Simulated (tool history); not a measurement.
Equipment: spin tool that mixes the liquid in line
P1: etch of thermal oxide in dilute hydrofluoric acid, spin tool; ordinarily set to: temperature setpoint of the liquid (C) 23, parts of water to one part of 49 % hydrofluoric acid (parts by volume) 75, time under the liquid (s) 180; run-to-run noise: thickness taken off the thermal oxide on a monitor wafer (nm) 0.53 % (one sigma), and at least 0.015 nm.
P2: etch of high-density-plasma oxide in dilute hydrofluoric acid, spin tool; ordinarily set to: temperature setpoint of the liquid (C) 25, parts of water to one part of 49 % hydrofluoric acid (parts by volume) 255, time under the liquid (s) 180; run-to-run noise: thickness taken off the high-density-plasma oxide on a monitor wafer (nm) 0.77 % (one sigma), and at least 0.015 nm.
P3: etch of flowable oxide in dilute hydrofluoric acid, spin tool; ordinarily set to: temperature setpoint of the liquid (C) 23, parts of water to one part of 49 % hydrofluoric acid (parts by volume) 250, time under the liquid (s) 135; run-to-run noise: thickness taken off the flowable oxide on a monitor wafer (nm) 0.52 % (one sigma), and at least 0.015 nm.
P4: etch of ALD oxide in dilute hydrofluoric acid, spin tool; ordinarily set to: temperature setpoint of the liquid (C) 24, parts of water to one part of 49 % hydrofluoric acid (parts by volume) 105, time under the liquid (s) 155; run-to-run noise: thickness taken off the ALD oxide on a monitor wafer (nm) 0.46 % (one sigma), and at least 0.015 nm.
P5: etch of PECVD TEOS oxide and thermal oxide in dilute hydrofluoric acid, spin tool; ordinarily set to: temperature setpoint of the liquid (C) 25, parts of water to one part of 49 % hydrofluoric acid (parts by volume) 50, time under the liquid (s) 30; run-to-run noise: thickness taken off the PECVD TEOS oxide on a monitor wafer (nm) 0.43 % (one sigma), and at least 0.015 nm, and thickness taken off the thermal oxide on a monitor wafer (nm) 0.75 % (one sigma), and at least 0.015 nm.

| run | hour | process that ran | temperature setpoint of the liquid (C) | parts of water to one part of 49 % hydrofluoric acid (parts by volume) | time under the liquid (s) | thickness taken off the thermal oxide on a monitor wafer (nm) | thickness taken off the PECVD TEOS oxide on a monitor wafer (nm) | thickness taken off the flowable oxide on a monitor wafer (nm) | thickness taken off the ALD oxide on a monitor wafer (nm) | thickness taken off the high-density-plasma oxide on a monitor wafer (nm) |
|---|---|---|---|---|---|---|---|---|---|---|
| 1 | 10.2 | P1 | 23 | 75 | 180 | 11.237 |  |  |  |  |
| 2 | 22.5 | P5 | 25 | 80 | 30 | 1.9791 | 9.4548 |  |  |  |
| 3 | 32.5 | P3 | 23 | 250 | 195 |  |  | 13.834 |  |  |
| 4 | 47.4 | P4 | 28 | 105 | 155 |  |  |  | 27.371 |  |
| 5 | 64.5 | P1 | 29.5 | 20 | 180 | 59.392 |  |  |  |  |
| 6 | 73.4 | P4 | 24 | 105 | 310 |  |  |  | 47.068 |  |
| 7 | 85.4 | P4 | 24 | 105 | 155 |  |  |  | 23.431 |  |
| 8 | 101.7 | P1 | 23 | 75 | 330 | 20.83 |  |  |  |  |
| 9 | 109.5 | P5 | 20.5 | 50 | 30 | 2.7981 | 13.075 |  |  |  |
| 10 | 124 | P3 | 23 | 440 | 135 |  |  | 4.5672 |  |  |
| 11 | 141.4 | P2 | 25 | 95 | 180 |  |  |  |  | 10.093 |
| 12 | 159.4 | P2 | 29.5 | 255 | 180 |  |  |  |  | 3.6372 |
| 13 | 169.5 | P1 | 23 | 30 | 180 | 30.011 |  |  |  |  |
| 14 | 185.1 | P1 | 23 | 75 | 180 | 11.346 |  |  |  |  |
| 15 | 201.3 | P2 | 25 | 255 | 330 |  |  |  |  | 5.7214 |
| 16 | 210.2 | P5 | 25 | 50 | 30 | 3.3662 | 15.651 |  |  |  |
| 17 | 219.8 | P4 | 24 | 185 | 155 |  |  |  | 12.061 |  |
|  | 223.8 | hydrofluoric acid flow meter replaced |
| 18 | 229.5 | P1 | 23 | 135 | 180 | 5.8484 |  |  |  |  |
| 19 | 238 | P1 | 23 | 75 | 180 | 11.255 |  |  |  |  |
| 20 | 246 | P3 | 23 | 250 | 135 |  |  | 9.5773 |  |  |
| 21 | 256.7 | P3 | 31 | 250 | 135 |  |  | 12.703 |  |  |
| 22 | 265.9 | P4 | 24 | 105 | 155 |  |  |  | 23.383 |  |
| 23 | 276.5 | P1 | 30.5 | 75 | 180 | 15.139 |  |  |  |  |
| 24 | 290.8 | P1 | 23 | 75 | 180 | 11.217 |  |  |  |  |
| 25 | 305.8 | P1 | 23 | 75 | 180 | 11.227 |  |  |  |  |
| 26 | 314.4 | P1 | 23 | 75 | 180 | 11.206 |  |  |  |  |
| 27 | 328.2 | P1 | 17 | 75 | 180 | 8.7367 |  |  |  |  |
| 28 | 340.7 | P1 | 23 | 75 | 15 | 0.93372 |  |  |  |  |
| 29 | 351.1 | P5 | 25 | 50 | 60 | 6.7273 | 31.216 |  |  |  |
| 30 | 362.9 | P2 | 25 | 255 | 180 |  |  |  |  | 3.0902 |
| 31 | 380.1 | P1 | 23 | 75 | 180 | 11.316 |  |  |  |  |
| 32 | 392.7 | P1 | 23 | 75 | 180 | 11.56 |  |  |  |  |
| 33 | 402.9 | P1 | 23 | 75 | 180 | 11.796 |  |  |  |  |
| 34 | 412.7 | P1 | 23 | 75 | 180 | 11.735 |  |  |  |  |
| 35 | 424.2 | P1 | 23 | 75 | 180 | 11.857 |  |  |  |  |
| 36 | 438.2 | P1 | 23 | 75 | 180 | 12.087 |  |  |  |  |
| 37 | 446.1 | P1 | 23 | 75 | 180 | 12.087 |  |  |  |  |
| 38 | 458.7 | P1 | 23 | 75 | 180 | 12.14 |  |  |  |  |
| 39 | 475.8 | P1 | 23 | 75 | 180 | 12.187 |  |  |  |  |
| 40 | 493.6 | P1 | 23 | 75 | 180 | 12.233 |  |  |  |  |

Compared with where it was, what P1 gives has crept away. Each cause listed below fits the log as well as the rest, at the size given for it:
A: liquid hotter than its thermometer reads (K) = 1.89
B: hydrofluoric acid flow above the setpoint (%) = 7.21
The gradual shift began around hour 380.1.

You are offered 4 check runs, listed below with question marks in place of their results; each one averages 2 wafers. Which run separates the listed causes by giving clearly different results for each?
| check 1 | 511.4 | P4 | 24 | 105 | 275 |  |  |  | ? |  |
| check 2 | 511.4 | P2 | 25 | 105 | 270 |  |  |  |  | ? |
| check 3 | 511.4 | P5 | 25 | 70 | 30 | ? | ? |  |  |  |
| check 4 | 511.4 | P3 | 31 | 325 | 135 |  |  | ? |  |  |

Outcome of each check run for each possible cause:
| check | result | if A | if B |
|---|---|---|---|
| check 1 | thickness taken off the ALD oxide on a monitor wafer (nm) | 44.727 | 44.92 |
| check 2 | thickness taken off the high-density-plasma oxide on a monitor wafer (nm) | 14.393 | 14.468 |
| check 3 | thickness taken off the thermal oxide on a monitor wafer (nm) | 2.53 | 2.5314 |
| check 3 | thickness taken off the PECVD TEOS oxide on a monitor wafer (nm) | 11.779 | 11.785 |
| check 4 | thickness taken off the flowable oxide on a monitor wafer (nm) | 9.4519 | 9.7924 |
Distance between the nearest two causes, measured in the result of the check that separates them most: check 1 0.43 %; check 2 0.52 %; check 3 0.06 %; check 4 3.54 %
Check 4 is the one run that separates the causes; every other check would come out nearly the same whichever cause is at work.

Check 4 has now been run. It gave: thickness taken off the flowable oxide on a monitor wafer (nm) 9.4106. Which of the candidate causes is it?

It is A: liquid hotter than its thermometer reads (K).
